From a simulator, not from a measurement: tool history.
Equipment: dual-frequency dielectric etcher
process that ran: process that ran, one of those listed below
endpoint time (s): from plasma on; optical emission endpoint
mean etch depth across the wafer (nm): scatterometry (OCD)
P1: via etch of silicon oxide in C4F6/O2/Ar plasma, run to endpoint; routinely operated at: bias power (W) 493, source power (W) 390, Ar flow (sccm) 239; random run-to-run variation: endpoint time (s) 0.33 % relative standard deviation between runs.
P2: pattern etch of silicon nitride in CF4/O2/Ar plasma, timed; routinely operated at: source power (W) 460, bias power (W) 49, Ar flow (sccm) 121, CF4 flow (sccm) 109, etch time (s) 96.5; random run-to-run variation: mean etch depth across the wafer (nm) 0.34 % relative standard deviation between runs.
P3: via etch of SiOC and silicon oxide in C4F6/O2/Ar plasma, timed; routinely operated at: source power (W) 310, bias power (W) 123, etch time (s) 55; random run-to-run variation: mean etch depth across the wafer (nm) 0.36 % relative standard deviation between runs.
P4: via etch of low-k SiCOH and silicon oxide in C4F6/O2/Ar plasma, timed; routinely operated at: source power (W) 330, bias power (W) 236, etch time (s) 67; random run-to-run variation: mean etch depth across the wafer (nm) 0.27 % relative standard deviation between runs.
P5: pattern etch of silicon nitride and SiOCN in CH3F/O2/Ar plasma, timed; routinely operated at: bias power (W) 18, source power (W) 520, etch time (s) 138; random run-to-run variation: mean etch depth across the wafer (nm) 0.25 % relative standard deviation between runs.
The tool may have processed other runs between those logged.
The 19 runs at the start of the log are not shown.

run	hour	process that ran	bias power (W)	source power (W)	Ar flow (sccm)	etch time (s)	CF4 flow (sccm)	endpoint time (s)	mean etch depth across the wafer (nm)
20	195.3	P2	49	650	121	96.5	109		223.37
21	201.5	P2	49	460	160	96.5	109		158.43
22	210.7	P3	123	310		79.5			71.994
23	223.1	P5	18	520		98			13.093
24	235.9	P4	236	460		67			210.35
25	247.2	P5	18	520		138			18.485
26	259.5	P2	49	460	121	96.5	109		163.99
27	267.8	P1	622	390	239			12.525	
28	277.9	P4	236	330		67			185.3
29	290.6	P1	493	390	139			12.864	
30	299	P1	315	390	239			16.076	
31	310	P1	401	390	331			15.302	
# hour 315.1: bias power generator calibrated
32	316.9	P5	18	520		138			18.461
33	330.4	P5	13	520		138			16.155
34	339.8	P1	493	240	305			16.764	
35	351.2	P5	18	310		138			15.357
36	363.8	P1	493	390	239			13.625	
37	377.7	P1	493	390	239			13.689	
38	384.2	P1	493	390	239			13.74	
39	397.2	P1	493	390	239			13.778	

For run 40, what comes out?
40	410.7	P1	493	390	239			?	

Run 40 measured endpoint time (s) 13.85.

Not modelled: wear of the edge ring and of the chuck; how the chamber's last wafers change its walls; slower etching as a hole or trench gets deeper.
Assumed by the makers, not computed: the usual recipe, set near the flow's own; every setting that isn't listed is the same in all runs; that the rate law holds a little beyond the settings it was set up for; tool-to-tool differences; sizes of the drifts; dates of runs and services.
